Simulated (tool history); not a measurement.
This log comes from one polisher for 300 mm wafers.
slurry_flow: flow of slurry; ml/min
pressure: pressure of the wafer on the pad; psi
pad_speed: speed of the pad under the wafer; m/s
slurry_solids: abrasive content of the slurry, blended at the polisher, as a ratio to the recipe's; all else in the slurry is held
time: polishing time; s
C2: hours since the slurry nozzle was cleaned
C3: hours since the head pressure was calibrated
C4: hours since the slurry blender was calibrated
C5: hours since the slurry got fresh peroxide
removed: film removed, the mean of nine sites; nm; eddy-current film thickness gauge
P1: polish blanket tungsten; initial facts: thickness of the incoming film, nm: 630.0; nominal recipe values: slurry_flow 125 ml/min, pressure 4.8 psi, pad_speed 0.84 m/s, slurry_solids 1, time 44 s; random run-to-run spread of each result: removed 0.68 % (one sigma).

Run 1, day 0.621: slurry_flow 125 ml/min, pressure 4.8 psi, pad_speed 0.84 m/s, slurry_solids 1, time 44 s; wafers polished on this pad 922; C2 134.7; C3 946; C4 282.4; C5 29.6. Result: removed 251.49 nm.
Run 2, day 1.346: slurry_flow 125 ml/min, pressure 4.8 psi, pad_speed 0.84 m/s, slurry_solids 1, time 44 s; wafers polished on this pad 1052; C2 152.1; C3 963.4; C4 299.8; C5 47. Result: removed 255.1 nm.
Run 3, day 1.996: slurry_flow 175 ml/min, pressure 4.8 psi, pad_speed 0.84 m/s, slurry_solids 1, time 66 s; wafers polished on this pad 1167; C2 167.7; C3 979; C4 315.4; C5 62.6. Result: removed 397.2 nm.
Run 4, day 2.617: slurry_flow 125 ml/min, pressure 4.8 psi, pad_speed 0.84 m/s, slurry_solids 1, time 64 s; wafers polished on this pad 1278; C2 182.6; C3 993.9; C4 330.3; C5 77.5. Result: removed 368.93 nm.
Run 5, day 3.267: slurry_flow 125 ml/min, pressure 4.8 psi, pad_speed 1.24 m/s, slurry_solids 1, time 44 s; wafers polished on this pad 1394; C2 198.2; C3 1009.5; C4 345.9; C5 93.1. Result: removed 376.55 nm.
At day 3.346: worn pad replaced by a new one.
Run 6, day 4.05: slurry_flow 125 ml/min, pressure 4.8 psi, pad_speed 0.84 m/s, slurry_solids 1, time 20 s; wafers polished on this pad 125; C2 217; C3 1028.3; C4 364.7; C5 111.9. Result: removed 115.4 nm.
Run 7, day 4.421: slurry_flow 125 ml/min, pressure 2.2 psi, pad_speed 0.84 m/s, slurry_solids 1, time 44 s; wafers polished on this pad 191; C2 225.9; C3 1037.2; C4 373.6; C5 120.8. Result: removed 116.29 nm.
Run 8, day 5.192: slurry_flow 125 ml/min, pressure 6.5 psi, pad_speed 0.84 m/s, slurry_solids 1, time 44 s; wafers polished on this pad 329; C2 244.4; C3 1055.7; C4 392.1; C5 139.3. Result: removed 340.9 nm.
Run 9, day 5.671: slurry_flow 175 ml/min, pressure 4.8 psi, pad_speed 0.84 m/s, slurry_solids 1, time 44 s; wafers polished on this pad 414; C2 255.9; C3 1067.2; C4 403.6; C5 150.8. Result: removed 269.72 nm.
Run 10, day 6.058: slurry_flow 125 ml/min, pressure 4.8 psi, pad_speed 0.84 m/s, slurry_solids 1, time 44 s; wafers polished on this pad 483; C2 265.2; C3 1076.5; C4 412.9; C5 160.1. Result: removed 253.51 nm.
Run 11, day 6.517: slurry_flow 125 ml/min, pressure 4.8 psi, pad_speed 0.44 m/s, slurry_solids 1, time 44 s; wafers polished on this pad 565; C2 276.2; C3 1087.5; C4 423.9; C5 171.1. Result: removed 132.8 nm.
Run 12, day 6.892: slurry_flow 125 ml/min, pressure 4.8 psi, pad_speed 0.84 m/s, slurry_solids 1, time 44 s; wafers polished on this pad 632; C2 285.2; C3 1096.5; C4 432.9; C5 180.1. Result: removed 250.97 nm.
At day 6.912: slurry blender recalibrated.
Run 13, day 7.5: slurry_flow 125 ml/min, pressure 4.8 psi, pad_speed 0.84 m/s, slurry_solids 0.55, time 44 s; wafers polished on this pad 740; C2 299.8; C3 1111.1; C4 14.1; C5 194.7. Result: removed 220.87 nm.
Run 14, day 8.138: slurry_flow 125 ml/min, pressure 4.8 psi, pad_speed 0.84 m/s, slurry_solids 1, time 44 s; wafers polished on this pad 853; C2 315.1; C3 1126.4; C4 29.4; C5 210. Result: removed 252.71 nm.
Run 15, day 8.817: slurry_flow 125 ml/min, pressure 4.8 psi, pad_speed 0.84 m/s, slurry_solids 1.4, time 44 s; wafers polished on this pad 974; C2 331.4; C3 1142.7; C4 45.7; C5 226.3. Result: removed 273.63 nm.
Run 16, day 9.308: slurry_flow 80 ml/min, pressure 4.8 psi, pad_speed 0.84 m/s, slurry_solids 1, time 44 s; wafers polished on this pad 1062; C2 343.2; C3 1154.5; C4 57.5; C5 238.1. Result: removed 228.78 nm.
Run 17, day 9.717: slurry_flow 125 ml/min, pressure 4.8 psi, pad_speed 0.84 m/s, slurry_solids 1, time 44 s; wafers polished on this pad 1135; C2 353; C3 1164.3; C4 67.3; C5 247.9. Result: removed 253.29 nm.

Estimate the outcome of run 18 from the log above:
Run 18, day 10.167: slurry_flow 125 ml/min, pressure 4.8 psi, pad_speed 0.84 m/s, slurry_solids 1, time 44 s; wafers polished on this pad 1215; C2 363.8; C3 1175.1; C4 78.1; C5 258.7. Result: removed ?.

{"run 18": {"removed": 246.78}}

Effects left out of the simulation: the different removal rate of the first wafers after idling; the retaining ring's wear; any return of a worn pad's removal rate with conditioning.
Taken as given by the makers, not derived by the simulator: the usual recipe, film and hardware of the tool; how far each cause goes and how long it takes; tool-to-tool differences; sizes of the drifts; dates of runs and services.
